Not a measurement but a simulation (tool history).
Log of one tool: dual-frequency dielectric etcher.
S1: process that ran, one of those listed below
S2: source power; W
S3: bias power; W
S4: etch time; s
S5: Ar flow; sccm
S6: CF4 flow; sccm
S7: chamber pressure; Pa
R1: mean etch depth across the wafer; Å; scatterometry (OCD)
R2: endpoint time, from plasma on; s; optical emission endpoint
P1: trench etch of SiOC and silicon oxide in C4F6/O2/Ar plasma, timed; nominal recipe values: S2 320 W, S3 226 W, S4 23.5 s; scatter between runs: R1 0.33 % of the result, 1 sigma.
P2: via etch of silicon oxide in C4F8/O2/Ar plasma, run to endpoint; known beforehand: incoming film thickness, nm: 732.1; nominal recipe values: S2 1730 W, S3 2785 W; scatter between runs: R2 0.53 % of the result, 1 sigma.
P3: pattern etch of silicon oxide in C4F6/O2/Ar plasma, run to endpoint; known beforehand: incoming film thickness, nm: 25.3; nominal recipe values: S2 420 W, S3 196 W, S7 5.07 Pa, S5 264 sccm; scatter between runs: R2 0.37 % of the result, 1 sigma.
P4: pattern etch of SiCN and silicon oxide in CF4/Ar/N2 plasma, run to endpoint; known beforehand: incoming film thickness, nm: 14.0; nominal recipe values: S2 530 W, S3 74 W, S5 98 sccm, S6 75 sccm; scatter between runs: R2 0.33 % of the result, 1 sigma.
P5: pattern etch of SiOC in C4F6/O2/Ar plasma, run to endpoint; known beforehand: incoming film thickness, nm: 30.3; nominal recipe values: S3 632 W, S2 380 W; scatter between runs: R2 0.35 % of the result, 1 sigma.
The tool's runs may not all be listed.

{"run": 1, "hour": 5.8, "S1": "P1", "S2": 320, "S3": 226, "S4": 23.5, "R1": 448.63}
{"run": 2, "hour": 11.4, "S1": "P5", "S2": 380, "S3": 632, "R2": 9.5925}
{"run": 3, "hour": 18.4, "S1": "P1", "S2": 320, "S3": 226, "S4": 29.5, "R1": 561.31}
{"hour": 20.0, "done": "wet clean of the chamber"}
{"run": 4, "hour": 22.5, "S1": "P1", "S2": 440, "S3": 226, "S4": 19.0, "R1": 410.32}
{"run": 5, "hour": 27.5, "S1": "P1", "S2": 320, "S3": 284, "S4": 23.5, "R1": 482.92}
{"run": 6, "hour": 33.9, "S1": "P4", "S2": 530, "S3": 60, "S5": 98, "S6": 75, "R2": 14.458}
{"run": 7, "hour": 37.4, "S1": "P2", "S2": 1730, "S3": 2785, "R2": 138.29}
{"run": 8, "hour": 41.6, "S1": "P1", "S2": 220, "S3": 226, "S4": 23.5, "R1": 389.81}
{"run": 9, "hour": 46.1, "S1": "P4", "S2": 530, "S3": 74, "S5": 98, "S6": 75, "R2": 13.553}
{"run": 10, "hour": 52.8, "S1": "P4", "S2": 530, "S3": 74, "S5": 98, "S6": 45, "R2": 14.669}
{"run": 11, "hour": 59.6, "S1": "P2", "S2": 1730, "S3": 3931, "R2": 123.75}
{"run": 12, "hour": 66.3, "S1": "P1", "S2": 320, "S3": 226, "S4": 23.5, "R1": 447.48}
{"run": 13, "hour": 71.7, "S1": "P5", "S2": 210, "S3": 632, "R2": 11.859}
{"run": 14, "hour": 75.9, "S1": "P3", "S2": 420, "S3": 124, "S5": 264, "S7": 5.07, "R2": 9.2268}
{"run": 15, "hour": 83.2, "S1": "P2", "S2": 1220, "S3": 2785, "R2": 159.51}
{"run": 16, "hour": 88.5, "S1": "P1", "S2": 420, "S3": 226, "S4": 23.5, "R1": 495.08}
{"run": 17, "hour": 95.7, "S1": "P1", "S2": 320, "S3": 226, "S4": 23.5, "R1": 447.7}
{"run": 18, "hour": 99.6, "S1": "P1", "S2": 320, "S3": 265, "S4": 31.5, "R1": 632.8}
{"run": 19, "hour": 106.7, "S1": "P1", "S2": 320, "S3": 147, "S4": 23.5, "R1": 389.42}
{"run": 20, "hour": 111.0, "S1": "P3", "S2": 520, "S3": 196, "S5": 264, "S7": 5.07, "R2": 7.3966}
{"run": 21, "hour": 115.6, "S1": "P1", "S2": 320, "S3": 226, "S4": 23.5, "R1": 447.73}
{"run": 22, "hour": 119.9, "S1": "P5", "S2": 380, "S3": 632, "R2": 9.5885}
{"run": 23, "hour": 126.7, "S1": "P4", "S2": 420, "S3": 74, "S5": 98, "S6": 75, "R2": 16.563}
{"run": 24, "hour": 133.1, "S1": "P1", "S2": 320, "S3": 226, "S4": 23.5, "R1": 449.57}
{"run": 25, "hour": 136.9, "S1": "P5", "S2": 380, "S3": 413, "R2": 11.192}
{"run": 26, "hour": 141.0, "S1": "P2", "S2": 1730, "S3": 2785, "R2": 139.08}
{"run": 27, "hour": 148.6, "S1": "P1", "S2": 320, "S3": 226, "S4": 23.5, "R1": 446.97}
{"run": 28, "hour": 155.9, "S1": "P4", "S2": 530, "S3": 74, "S5": 136, "S6": 75, "R2": 14.145}
{"hour": 161.5, "done": "bias power generator calibrated"}
{"run": 29, "hour": 163.1, "S1": "P3", "S2": 420, "S3": 196, "S5": 373, "S7": 5.07, "R2": 8.297}
{"run": 30, "hour": 166.6, "S1": "P3", "S2": 420, "S3": 196, "S5": 264, "S7": 3.53, "R2": 7.7198}
{"run": 31, "hour": 171.5, "S1": "P3", "S2": 420, "S3": 196, "S5": 264, "S7": 5.07, "R2": 8.0059}
{"run": 32, "hour": 176.6, "S1": "P1", "S2": 320, "S3": 226, "S4": 14.0, "R1": 266.92}
{"run": 33, "hour": 183.1, "S1": "P1", "S2": 320, "S3": 226, "S4": 23.5, "R1": 450.25}
{"run": 34, "hour": 189.2, "S1": "P1", "S2": 320, "S3": 226, "S4": 23.5, "R1": 442.23}
{"run": 35, "hour": 194.0, "S1": "P1", "S2": 320, "S3": 226, "S4": 23.5, "R1": 442.2}
{"run": 36, "hour": 199.1, "S1": "P1", "S2": 320, "S3": 226, "S4": 23.5, "R1": 442.97}
{"run": 37, "hour": 202.8, "S1": "P1", "S2": 320, "S3": 226, "S4": 23.5, "R1": 441.38}
{"run": 38, "hour": 207.9, "S1": "P1", "S2": 320, "S3": 226, "S4": 23.5, "R1": 439.58}
{"run": 39, "hour": 212.4, "S1": "P1", "S2": 320, "S3": 226, "S4": 23.5, "R1": 437.79}
{"hour": 214.9, "done": "wet clean of the chamber"}
{"run": 40, "hour": 218.1, "S1": "P1", "S2": 320, "S3": 226, "S4": 23.5, "R1": 441.15}
{"run": 41, "hour": 223.5, "S1": "P1", "S2": 320, "S3": 226, "S4": 23.5, "R1": 440.83}
{"run": 42, "hour": 227.2, "S1": "P1", "S2": 320, "S3": 226, "S4": 23.5, "R1": 442.54}

The log shows P1 creeping away from where it was. Any of the 2 causes listed here, at the size stated for it, fits the log just as well as the others:
A: source power that arrives under what is set, % = 4.21
B: bias power that arrives under what is set, % = 4.79
Onset of the creep was near hour 183.1.
Excluded causes, each with its reason:
chamber walls in a state that lowers the etch rate, %: serviced at hour 214.9, which brought nothing back

4 check runs are offered, each on 2 wafers whose results are averaged, their results left as question marks. Which one tells the causes apart?
{"run": "check 1", "hour": 230.9, "S1": "P5", "S2": 220, "S3": 431, "R2": "?"}
{"run": "check 2", "hour": 230.9, "S1": "P3", "S2": 420, "S3": 130, "S5": 342, "S7": 5.07, "R2": "?"}
{"run": "check 3", "hour": 230.9, "S1": "P4", "S2": 530, "S3": 74, "S5": 124, "S6": 75, "R2": "?"}
{"run": "check 4", "hour": 230.9, "S1": "P2", "S2": 1730, "S3": 3807, "R2": "?"}

Expected result of each check under each candidate cause:
check=check_1 result=R2 if_A=13.7770 if_B=13.8120
check=check_2 result=R2 if_A=9.5091 if_B=9.4816
check=check_3 result=R2 if_A=14.5420 if_B=14.2390
check=check_4 result=R2 if_A=126.9800 if_B=126.9200
Separation of the two closest causes in each check, using whichever result separates them best: check 1 0.26 %; check 2 0.29 %; check 3 2.11 %; check 4 0.05 %
Of the check runs offered, only check 3 discriminates between the causes; the rest would read about the same regardless of which cause applies.

Then check 3 was run and gave: R2 14.2880 s. Which cause is it?

B is the cause: bias power that arrives under what is set, %.

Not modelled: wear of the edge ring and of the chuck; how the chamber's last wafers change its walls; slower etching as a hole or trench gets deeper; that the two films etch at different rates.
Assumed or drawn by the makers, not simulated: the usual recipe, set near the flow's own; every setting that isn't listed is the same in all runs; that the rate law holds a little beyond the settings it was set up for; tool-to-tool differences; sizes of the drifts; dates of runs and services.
